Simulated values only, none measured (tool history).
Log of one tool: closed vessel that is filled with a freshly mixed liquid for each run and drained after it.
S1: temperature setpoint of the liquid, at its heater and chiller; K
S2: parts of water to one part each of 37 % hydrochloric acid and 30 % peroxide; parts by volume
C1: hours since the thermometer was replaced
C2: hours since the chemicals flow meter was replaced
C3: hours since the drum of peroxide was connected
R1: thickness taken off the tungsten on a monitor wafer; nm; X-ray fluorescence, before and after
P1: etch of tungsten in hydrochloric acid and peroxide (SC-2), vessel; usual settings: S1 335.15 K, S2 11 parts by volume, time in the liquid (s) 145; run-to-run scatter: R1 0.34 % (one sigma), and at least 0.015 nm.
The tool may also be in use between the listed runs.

{"run": 1, "day": 0.292, "S1": 335.15, "S2": 11, "time in the liquid (s)": 145, "C1": 1879.1, "C2": 498.7, "C3": 482.1, "R1": 55.291}
{"run": 2, "day": 0.658, "S1": 326.15, "S2": 15.5, "time in the liquid (s)": 145, "C1": 1887.9, "C2": 507.5, "C3": 490.9, "R1": 23.098}
{"run": 3, "day": 1.033, "S1": 335.15, "S2": 11, "time in the liquid (s)": 280, "C1": 1896.9, "C2": 516.5, "C3": 499.9, "R1": 106.84}
{"run": 4, "day": 1.612, "S1": 335.15, "S2": 19, "time in the liquid (s)": 90, "C1": 1910.8, "C2": 530.4, "C3": 513.8, "R1": 21.128}
{"run": 5, "day": 2.004, "S1": 345.15, "S2": 11, "time in the liquid (s)": 145, "C1": 1920.2, "C2": 539.8, "C3": 523.2, "R1": 100.07}
{"run": 6, "day": 2.575, "S1": 335.15, "S2": 18, "time in the liquid (s)": 145, "C1": 1933.9, "C2": 553.5, "C3": 536.9, "R1": 35.707}
{"run": 7, "day": 3.138, "S1": 335.15, "S2": 11, "time in the liquid (s)": 145, "C1": 1947.4, "C2": 567, "C3": 550.4, "R1": 54.976}
{"run": 8, "day": 3.412, "S1": 319.65, "S2": 11, "time in the liquid (s)": 145, "C1": 1954, "C2": 573.6, "C3": 557, "R1": 20.125}
{"run": 9, "day": 3.8, "S1": 335.15, "S2": 11, "time in the liquid (s)": 145, "C1": 1963.3, "C2": 582.9, "C3": 566.3, "R1": 55.158}
{"day": 3.862, "done": "chemicals flow meter replaced"}
{"run": 10, "day": 4.288, "S1": 335.15, "S2": 11, "time in the liquid (s)": 145, "C1": 1975, "C2": 10.2, "C3": 578, "R1": 55.158}
{"run": 11, "day": 4.625, "S1": 335.15, "S2": 4, "time in the liquid (s)": 145, "C1": 1983.1, "C2": 18.3, "C3": 586.1, "R1": 119.81}
{"run": 12, "day": 5.117, "S1": 335.15, "S2": 11, "time in the liquid (s)": 55, "C1": 1994.9, "C2": 30.1, "C3": 597.9, "R1": 20.971}
{"run": 13, "day": 5.467, "S1": 335.15, "S2": 11, "time in the liquid (s)": 145, "C1": 2003.3, "C2": 38.5, "C3": 606.3, "R1": 55.132}
{"run": 14, "day": 6.042, "S1": 345.15, "S2": 5, "time in the liquid (s)": 145, "C1": 2017.1, "C2": 52.3, "C3": 620.1, "R1": 186.5}
{"run": 15, "day": 6.633, "S1": 335.15, "S2": 11, "time in the liquid (s)": 145, "C1": 2031.3, "C2": 66.5, "C3": 634.3, "R1": 55.152}
{"run": 16, "day": 7.012, "S1": 335.15, "S2": 11, "time in the liquid (s)": 145, "C1": 2040.4, "C2": 75.6, "C3": 643.4, "R1": 56.167}
{"run": 17, "day": 7.362, "S1": 335.15, "S2": 11, "time in the liquid (s)": 145, "C1": 2048.8, "C2": 84, "C3": 651.8, "R1": 57.46}
{"run": 18, "day": 7.771, "S1": 335.15, "S2": 11, "time in the liquid (s)": 145, "C1": 2058.6, "C2": 93.8, "C3": 661.6, "R1": 58.584}
{"run": 19, "day": 8.283, "S1": 335.15, "S2": 11, "time in the liquid (s)": 145, "C1": 2070.9, "C2": 106.1, "C3": 673.9, "R1": 58.669}
{"run": 20, "day": 8.804, "S1": 335.15, "S2": 11, "time in the liquid (s)": 145, "C1": 2083.4, "C2": 118.6, "C3": 686.4, "R1": 58.638}

The next listed run, before its measurement:
{"run": 21, "day": 9.367, "S1": 335.15, "S2": 11, "time in the liquid (s)": 145, "C1": 2096.9, "C2": 132.1, "C3": 699.9, "R1": "?"}

Run 21 gave R1 59.296 nm.
